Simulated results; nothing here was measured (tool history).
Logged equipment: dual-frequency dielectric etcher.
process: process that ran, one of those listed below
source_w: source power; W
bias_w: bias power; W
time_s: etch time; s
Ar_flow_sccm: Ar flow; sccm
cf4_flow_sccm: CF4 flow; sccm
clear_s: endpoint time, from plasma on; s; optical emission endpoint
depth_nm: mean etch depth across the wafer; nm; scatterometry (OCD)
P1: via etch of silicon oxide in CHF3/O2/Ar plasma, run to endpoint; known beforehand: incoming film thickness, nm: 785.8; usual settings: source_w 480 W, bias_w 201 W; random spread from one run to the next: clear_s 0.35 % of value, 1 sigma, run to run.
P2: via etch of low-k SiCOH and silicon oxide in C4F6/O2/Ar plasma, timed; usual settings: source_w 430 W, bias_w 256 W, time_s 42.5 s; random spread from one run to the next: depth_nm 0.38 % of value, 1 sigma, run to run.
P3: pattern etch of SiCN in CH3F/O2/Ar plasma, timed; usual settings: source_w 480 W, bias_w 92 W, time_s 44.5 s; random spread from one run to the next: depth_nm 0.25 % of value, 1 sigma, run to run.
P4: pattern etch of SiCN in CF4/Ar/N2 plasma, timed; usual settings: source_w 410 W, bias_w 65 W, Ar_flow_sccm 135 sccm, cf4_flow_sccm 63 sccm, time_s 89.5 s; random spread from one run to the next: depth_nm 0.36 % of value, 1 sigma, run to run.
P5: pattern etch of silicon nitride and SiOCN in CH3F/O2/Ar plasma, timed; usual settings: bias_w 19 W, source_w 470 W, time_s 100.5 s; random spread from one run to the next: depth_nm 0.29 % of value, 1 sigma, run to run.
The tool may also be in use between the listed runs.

| run | day | process | source_w | bias_w | time_s | Ar_flow_sccm | cf4_flow_sccm | hours since the last wet clean | hours since the last source power generator calibration | hours since the last bias power generator calibration | clear_s | depth_nm |
|---|---|---|---|---|---|---|---|---|---|---|---|---|
| 1 | 0.679 | P1 | 480 | 201 |  |  |  | 107.1 | 561.6 | 2181.9 | 415.83 |  |
| 2 | 1.025 | P3 | 480 | 92 | 44.5 |  |  | 115.4 | 569.9 | 2190.2 |  | 19.324 |
| 3 | 1.667 | P1 | 480 | 201 |  |  |  | 130.8 | 585.3 | 2205.6 | 416.65 |  |
| 4 | 2.212 | P3 | 480 | 129 | 44.5 |  |  | 143.9 | 598.4 | 2218.7 |  | 21.898 |
| 5 | 2.571 | P1 | 480 | 201 |  |  |  | 152.5 | 607 | 2227.3 | 416.86 |  |
| 6 | 2.996 | P4 | 410 | 65 | 70 | 135 | 63 | 162.7 | 617.2 | 2237.5 |  | 50.363 |
| 7 | 3.638 | P5 | 640 | 19 | 100.5 |  |  | 178.1 | 632.6 | 2252.9 |  | 15.601 |
| 8 | 4.192 | P3 | 480 | 92 | 30 |  |  | 191.4 | 645.9 | 2266.2 |  | 13.029 |
| 9 | 4.579 | P1 | 480 | 201 |  |  |  | 200.7 | 655.2 | 2275.5 | 416.12 |  |
| 10 | 5.146 | P1 | 630 | 249 |  |  |  | 214.3 | 668.8 | 2289.1 | 349.54 |  |
| 11 | 5.462 | P1 | 480 | 248 |  |  |  | 221.9 | 676.4 | 2296.7 | 383.78 |  |
| 12 | 6.096 | P4 | 410 | 65 | 89.5 | 135 | 63 | 237.1 | 691.6 | 2311.9 |  | 64.776 |
| 13 | 6.479 | P5 | 470 | 12 | 100.5 |  |  | 246.3 | 700.8 | 2321.1 |  | 11.658 |
| 14 | 6.908 | P4 | 410 | 85 | 89.5 | 135 | 63 | 256.6 | 711.1 | 2331.4 |  | 71.118 |
| 15 | 7.621 | P2 | 430 | 256 | 42.5 |  |  | 273.7 | 728.2 | 2348.5 |  | 116.34 |
| 16 | 8.154 | P5 | 470 | 19 | 144.5 |  |  | 286.5 | 741 | 2361.3 |  | 20.1 |
| 17 | 8.729 | P1 | 570 | 201 |  |  |  | 300.3 | 754.8 | 2375.1 | 388.63 |  |
| 18 | 9.112 | P2 | 430 | 256 | 61.5 |  |  | 309.5 | 764 | 2384.3 |  | 168.65 |
| 19 | 9.838 | P1 | 480 | 142 |  |  |  | 326.9 | 781.4 | 2401.7 | 467.8 |  |
| 20 | 10.258 | P1 | 480 | 201 |  |  |  | 337 | 791.5 | 2411.8 | 416.47 |  |
| 21 | 10.658 | P5 | 470 | 19 | 100.5 |  |  | 346.6 | 801.1 | 2421.4 |  | 13.981 |
| 22 | 11.05 | P1 | 370 | 201 |  |  |  | 356 | 810.5 | 2430.8 | 460.03 |  |
| 23 | 11.517 | P4 | 410 | 65 | 89.5 | 109 | 63 | 367.2 | 821.7 | 2442 |  | 66.792 |
| 24 | 12.242 | P1 | 480 | 201 |  |  |  | 384.6 | 839.1 | 2459.4 | 420.28 |  |
| 25 | 12.892 | P4 | 410 | 65 | 89.5 | 135 | 63 | 400.2 | 854.7 | 2475 |  | 64.448 |
| 26 | 13.208 | P2 | 430 | 313 | 42.5 |  |  | 407.8 | 862.3 | 2482.6 |  | 125.23 |
| 27 | 13.783 | P3 | 320 | 92 | 44.5 |  |  | 421.6 | 876.1 | 2496.4 |  | 16.611 |
| 28 | 14.292 | P4 | 410 | 65 | 89.5 | 135 | 89 | 433.8 | 888.3 | 2508.6 |  | 68.474 |
| 29 | 15.025 | P2 | 330 | 256 | 42.5 |  |  | 451.4 | 905.9 | 2526.2 |  | 105.13 |
| 30 | 15.633 | P4 | 270 | 65 | 89.5 | 135 | 63 | 466 | 920.5 | 2540.8 |  | 44.917 |

Expected results for the next run?
| 31 | 16.133 | P1 | 480 | 201 |  |  |  | 478 | 932.5 | 2552.8 | ? |  |

{"run 31": {"clear_s": 416.11}}
